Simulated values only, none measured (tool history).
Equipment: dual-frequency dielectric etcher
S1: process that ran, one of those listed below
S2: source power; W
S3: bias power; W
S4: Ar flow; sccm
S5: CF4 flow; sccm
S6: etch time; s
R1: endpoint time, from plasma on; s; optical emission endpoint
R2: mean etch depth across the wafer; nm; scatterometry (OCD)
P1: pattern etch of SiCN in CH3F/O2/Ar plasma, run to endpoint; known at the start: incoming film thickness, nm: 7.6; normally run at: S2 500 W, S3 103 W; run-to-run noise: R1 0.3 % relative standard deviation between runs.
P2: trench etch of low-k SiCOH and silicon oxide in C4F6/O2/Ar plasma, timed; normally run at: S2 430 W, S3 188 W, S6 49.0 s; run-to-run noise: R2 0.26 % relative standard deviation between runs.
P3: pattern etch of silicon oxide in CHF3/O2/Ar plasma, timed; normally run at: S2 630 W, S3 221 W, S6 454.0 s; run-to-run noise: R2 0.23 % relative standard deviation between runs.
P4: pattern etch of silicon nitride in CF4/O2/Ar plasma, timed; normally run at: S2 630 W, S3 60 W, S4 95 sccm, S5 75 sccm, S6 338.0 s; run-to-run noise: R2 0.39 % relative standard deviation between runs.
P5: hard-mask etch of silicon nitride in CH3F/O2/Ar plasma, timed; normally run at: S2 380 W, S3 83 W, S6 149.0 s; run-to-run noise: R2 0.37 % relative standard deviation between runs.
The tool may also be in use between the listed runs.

run   hour  S1   S2   S3   S4   S5     S6      R1        R2
  1    7.8  P1  500  103                   16.495
  2   12.6  P4  630   60   95   75  420.5          1023.600
  3   17.0  P1  500   75                   18.622
  4   24.5  P3  630  221            454.0          1029.500
  5   31.5  P2  430  188             67.5           228.430
  6   38.5  P3  630  221            627.0          1421.500
  7   43.8  P1  360  129                   17.160
  8   49.7  P1  500  103                   16.707
  9   56.1  P1  310  103                   19.760
 10   63.8  P5  380  116            149.0           122.410
 11   70.5  P1  500  103                   16.661
 12   76.6  P4  860   60   95   75  338.0          1080.300
 13   86.1  P2  530  188             49.0           180.450
 14   92.3  P5  280   83            149.0            97.549
      95.9  -- source power generator calibrated
 15  101.0  P1  610  103                   15.452
 16  110.2  P5  380   83            149.0           108.260
 17  116.7  P4  630   60   95  104  338.0           857.590
 18  122.0  P1  500  103                   16.616
 19  131.4  P3  630  142            454.0           891.310
 20  139.4  P1  500  103                   16.494
 21  146.1  P3  780  221            454.0          1115.200
 22  154.0  P5  380   83             82.0            59.886
 23  158.6  P4  630   42   95   75  338.0           726.860
 24  166.8  P1  660  142                   13.241
 25  172.2  P4  630   60   95   75  338.0           826.380
 26  177.3  P5  380   83            149.0           109.230
 27  181.6  P1  500  131                   15.123
 28  190.4  P4  630   60  131   75  338.0           792.710
 29  195.8  P2  430  152             49.0           155.590
 30  204.8  P2  430  188             49.0           165.360
 31  210.4  P1  500  103                   16.568
 32  216.7  P1  500  103                   16.561
 33  225.6  P1  500  103                   16.404
 34  234.3  P1  500  103                   16.449
 35  241.1  P1  500  103                   16.381
 36  248.9  P1  500  103                   16.360
     257.0  -- wet clean of the chamber
 37  257.4  P1  500  103                   16.252
 38  263.5  P1  500  103                   16.244
 39  270.2  P1  500  103                   16.293
 40  277.2  P1  500  103                   16.326
 41  283.8  P1  500  103                   16.225

The output of P1 has drifted from where it used to be. Each of the 2 causes below, taken at the size shown beside it, accounts for the log equally well:
A: bias power that arrives over what is set, % = 4.76
B: source power that arrives over what is set, % = 4.83
At approximately hour 210.4, the process output began to creep.
Ruled out, with reasons:
chamber walls in a state that raises the etch rate, %: was serviced at hour 257.0, once the creep was under way, yet the earlier output never came back

Consider the 4 check runs below, whose results appear as question marks and each of which averages 2 wafers. Which one distinguishes the causes, in that each cause would give it a clearly different result?
check 1  290.4  P4  630   46  95  91  338.0       ?
check 2  290.4  P2  510  188           49.0       ?
check 3  290.4  P5  300  105          149.0       ?
check 4  290.4  P3  630  156          454.0       ?

Expected result of each check under each candidate cause:
  check  result     if A     if B
check 1      R2  780.090  799.280
check 2      R2  180.080  180.770
check 3      R2  110.690  110.670
check 4      R2  929.280  932.100
Smallest distance between any two causes, each pair judged by its most separating result, in per cent: check 1 2.43 %; check 2 0.38 %; check 3 0.02 %; check 4 0.3 %
The causes can be told apart only by check 1. The other checks would give nearly the same results under each of them.

Running check 1 produced the following: R2 780.460 nm. Which one of the listed causes fits?

The correct cause is A, namely: bias power that arrives over what is set, %.

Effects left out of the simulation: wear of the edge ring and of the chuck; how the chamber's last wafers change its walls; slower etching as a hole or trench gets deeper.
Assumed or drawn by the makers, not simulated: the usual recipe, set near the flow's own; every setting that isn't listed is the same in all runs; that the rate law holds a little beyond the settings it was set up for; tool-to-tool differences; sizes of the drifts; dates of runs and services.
